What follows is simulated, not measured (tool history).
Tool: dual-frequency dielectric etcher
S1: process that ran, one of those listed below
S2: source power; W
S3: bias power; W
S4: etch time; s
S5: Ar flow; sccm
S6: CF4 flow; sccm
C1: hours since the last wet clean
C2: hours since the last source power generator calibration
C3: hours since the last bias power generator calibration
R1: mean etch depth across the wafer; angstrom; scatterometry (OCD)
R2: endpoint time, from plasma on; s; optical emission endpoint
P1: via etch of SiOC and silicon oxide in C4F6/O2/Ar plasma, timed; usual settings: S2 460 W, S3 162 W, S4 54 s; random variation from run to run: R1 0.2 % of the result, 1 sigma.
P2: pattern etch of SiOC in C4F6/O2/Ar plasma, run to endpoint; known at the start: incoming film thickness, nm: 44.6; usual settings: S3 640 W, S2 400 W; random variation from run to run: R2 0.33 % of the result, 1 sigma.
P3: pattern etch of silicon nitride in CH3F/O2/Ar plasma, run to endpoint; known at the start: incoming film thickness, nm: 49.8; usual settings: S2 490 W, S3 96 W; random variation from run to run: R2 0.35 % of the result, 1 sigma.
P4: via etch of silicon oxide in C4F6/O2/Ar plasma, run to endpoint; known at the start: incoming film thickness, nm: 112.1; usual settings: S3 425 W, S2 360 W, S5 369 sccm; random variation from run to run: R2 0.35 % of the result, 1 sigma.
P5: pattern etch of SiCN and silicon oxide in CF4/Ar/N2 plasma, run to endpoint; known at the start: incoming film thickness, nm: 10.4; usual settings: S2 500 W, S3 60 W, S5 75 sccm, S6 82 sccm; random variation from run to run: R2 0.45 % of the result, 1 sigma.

{"run": 1, "hour": 7.9, "S1": "P1", "S2": 460, "S3": 162, "S4": 54, "C1": 161.2, "C2": 1844.8, "C3": 1181.8, "R1": 603.35}
{"run": 2, "hour": 12.8, "S1": "P2", "S2": 540, "S3": 640, "C1": 166.1, "C2": 1849.7, "C3": 1186.7, "R2": 12.116}
{"run": 3, "hour": 20.9, "S1": "P5", "S2": 670, "S3": 60, "S5": 75, "S6": 82, "C1": 174.2, "C2": 1857.8, "C3": 1194.8, "R2": 8.4818}
{"run": 4, "hour": 27.3, "S1": "P3", "S2": 490, "S3": 96, "C1": 180.6, "C2": 1864.2, "C3": 1201.2, "R2": 58.673}
{"hour": 32.3, "done": "bias power generator calibrated"}
{"run": 5, "hour": 34.0, "S1": "P3", "S2": 490, "S3": 64, "C1": 187.3, "C2": 1870.9, "C3": 1.7, "R2": 67.666}
{"run": 6, "hour": 39.5, "S1": "P2", "S2": 400, "S3": 640, "C1": 192.8, "C2": 1876.4, "C3": 7.2, "R2": 13.512}
{"run": 7, "hour": 48.6, "S1": "P5", "S2": 500, "S3": 35, "S5": 75, "S6": 82, "C1": 201.9, "C2": 1885.5, "C3": 16.3, "R2": 12.799}
{"run": 8, "hour": 57.3, "S1": "P1", "S2": 270, "S3": 162, "S4": 54, "C1": 210.6, "C2": 1894.2, "C3": 25, "R1": 491.26}
{"run": 9, "hour": 62.4, "S1": "P1", "S2": 460, "S3": 162, "S4": 54, "C1": 215.7, "C2": 1899.3, "C3": 30.1, "R1": 605}
{"run": 10, "hour": 69.8, "S1": "P5", "S2": 500, "S3": 60, "S5": 75, "S6": 56, "C1": 223.1, "C2": 1906.7, "C3": 37.5, "R2": 11.583}
{"run": 11, "hour": 75.7, "S1": "P3", "S2": 490, "S3": 96, "C1": 229, "C2": 1912.6, "C3": 43.4, "R2": 58.67}
{"run": 12, "hour": 79.6, "S1": "P1", "S2": 350, "S3": 129, "S4": 54, "C1": 232.9, "C2": 1916.5, "C3": 47.3, "R1": 507.91}
{"run": 13, "hour": 88.4, "S1": "P4", "S2": 360, "S3": 425, "S5": 215, "C1": 241.7, "C2": 1925.3, "C3": 56.1, "R2": 26.045}
{"run": 14, "hour": 93.8, "S1": "P1", "S2": 460, "S3": 162, "S4": 54, "C1": 247.1, "C2": 1930.7, "C3": 61.5, "R1": 603.31}
{"run": 15, "hour": 102.5, "S1": "P5", "S2": 500, "S3": 60, "S5": 99, "S6": 82, "C1": 255.8, "C2": 1939.4, "C3": 70.2, "R2": 11.538}
{"run": 16, "hour": 108.0, "S1": "P1", "S2": 460, "S3": 96, "S4": 54, "C1": 261.3, "C2": 1944.9, "C3": 75.7, "R1": 518.06}
{"run": 17, "hour": 115.1, "S1": "P1", "S2": 460, "S3": 204, "S4": 54, "C1": 268.4, "C2": 1952, "C3": 82.8, "R1": 649.12}
{"run": 18, "hour": 123.3, "S1": "P5", "S2": 500, "S3": 60, "S5": 75, "S6": 82, "C1": 276.6, "C2": 1960.2, "C3": 91, "R2": 11.093}
{"run": 19, "hour": 128.5, "S1": "P3", "S2": 390, "S3": 96, "C1": 281.8, "C2": 1965.4, "C3": 96.2, "R2": 64.032}
{"run": 20, "hour": 135.0, "S1": "P4", "S2": 360, "S3": 253, "S5": 369, "C1": 288.3, "C2": 1971.9, "C3": 102.7, "R2": 33.261}
{"run": 21, "hour": 143.0, "S1": "P1", "S2": 460, "S3": 162, "S4": 34.5, "C1": 296.3, "C2": 1979.9, "C3": 110.7, "R1": 385.83}
{"run": 22, "hour": 152.0, "S1": "P1", "S2": 460, "S3": 162, "S4": 77, "C1": 305.3, "C2": 1988.9, "C3": 119.7, "R1": 861.75}
{"run": 23, "hour": 156.8, "S1": "P4", "S2": 500, "S3": 425, "S5": 369, "C1": 310.1, "C2": 1993.7, "C3": 124.5, "R2": 24.464}
{"run": 24, "hour": 162.9, "S1": "P1", "S2": 580, "S3": 162, "S4": 54, "C1": 316.2, "C2": 1999.8, "C3": 130.6, "R1": 660.31}
{"run": 25, "hour": 167.4, "S1": "P4", "S2": 360, "S3": 425, "S5": 369, "C1": 320.7, "C2": 2004.3, "C3": 135.1, "R2": 27.681}
{"run": 26, "hour": 172.5, "S1": "P2", "S2": 400, "S3": 454, "C1": 325.8, "C2": 2009.4, "C3": 140.2, "R2": 15.458}
{"run": 27, "hour": 179.2, "S1": "P1", "S2": 460, "S3": 162, "S4": 54, "C1": 332.5, "C2": 2016.1, "C3": 146.9, "R1": 606.15}
{"run": 28, "hour": 183.7, "S1": "P1", "S2": 460, "S3": 162, "S4": 54, "C1": 337, "C2": 2020.6, "C3": 151.4, "R1": 603.83}
{"run": 29, "hour": 190.3, "S1": "P1", "S2": 460, "S3": 162, "S4": 54, "C1": 343.6, "C2": 2027.2, "C3": 158, "R1": 607.32}
{"run": 30, "hour": 194.7, "S1": "P1", "S2": 460, "S3": 162, "S4": 54, "C1": 348, "C2": 2031.6, "C3": 162.4, "R1": 605.89}
{"run": 31, "hour": 203.0, "S1": "P1", "S2": 460, "S3": 162, "S4": 54, "C1": 356.3, "C2": 2039.9, "C3": 170.7, "R1": 610.49}
{"hour": 209.9, "done": "wet clean of the chamber"}
{"run": 32, "hour": 211.0, "S1": "P1", "S2": 460, "S3": 162, "S4": 54, "C1": 1.2, "C2": 2047.9, "C3": 178.7, "R1": 610.72}
{"run": 33, "hour": 219.5, "S1": "P1", "S2": 460, "S3": 162, "S4": 54, "C1": 9.7, "C2": 2056.4, "C3": 187.2, "R1": 610.58}
{"run": 34, "hour": 224.0, "S1": "P1", "S2": 460, "S3": 162, "S4": 54, "C1": 14.2, "C2": 2060.9, "C3": 191.7, "R1": 612.34}
{"run": 35, "hour": 228.3, "S1": "P1", "S2": 460, "S3": 162, "S4": 54, "C1": 18.5, "C2": 2065.2, "C3": 196, "R1": 610.67}

What P1 gives has crept away from where it was. These 2 causes fit the log equally well, each at the size given:
A: bias power that arrives over what is set, % = 4.61
B: source power that arrives over what is set, % = 3.67
The creep began at about hour 190.3.
Why every other cause is out:
chamber walls in a state that raises the etch rate, %: serviced at hour 209.9, which brought nothing back

4 check runs are offered, each on 3 wafers whose results are averaged, their results left as question marks. Which one tells the causes apart?
{"run": "check 1", "hour": 232.6, "S1": "P3", "S2": 420, "S3": 65, "R2": "?"}
{"run": "check 2", "hour": 232.6, "S1": "P4", "S2": 360, "S3": 291, "S5": 369, "R2": "?"}
{"run": "check 3", "hour": 232.6, "S1": "P2", "S2": 540, "S3": 466, "R2": "?"}
{"run": "check 4", "hour": 232.6, "S1": "P5", "S2": 500, "S3": 37, "S5": 75, "S6": 82, "R2": "?"}

What each check would give under each cause:
check=check_1 result=R2 if_A=70.221 if_B=70.313
check=check_2 result=R2 if_A=31.181 if_B=31.243
check=check_3 result=R2 if_A=13.43 if_B=13.471
check=check_4 result=R2 if_A=12.5 if_B=12.24
How far apart the two closest causes lie, in the result that separates them most: check 1 0.13 %; check 2 0.2 %; check 3 0.3 %; check 4 2.09 %
Check 4 tells the causes apart: in the others they would give nearly the same result.

Then check 4 was run and gave: R2 12.5 s. Which cause is it?

It is A: bias power that arrives over what is set, %.
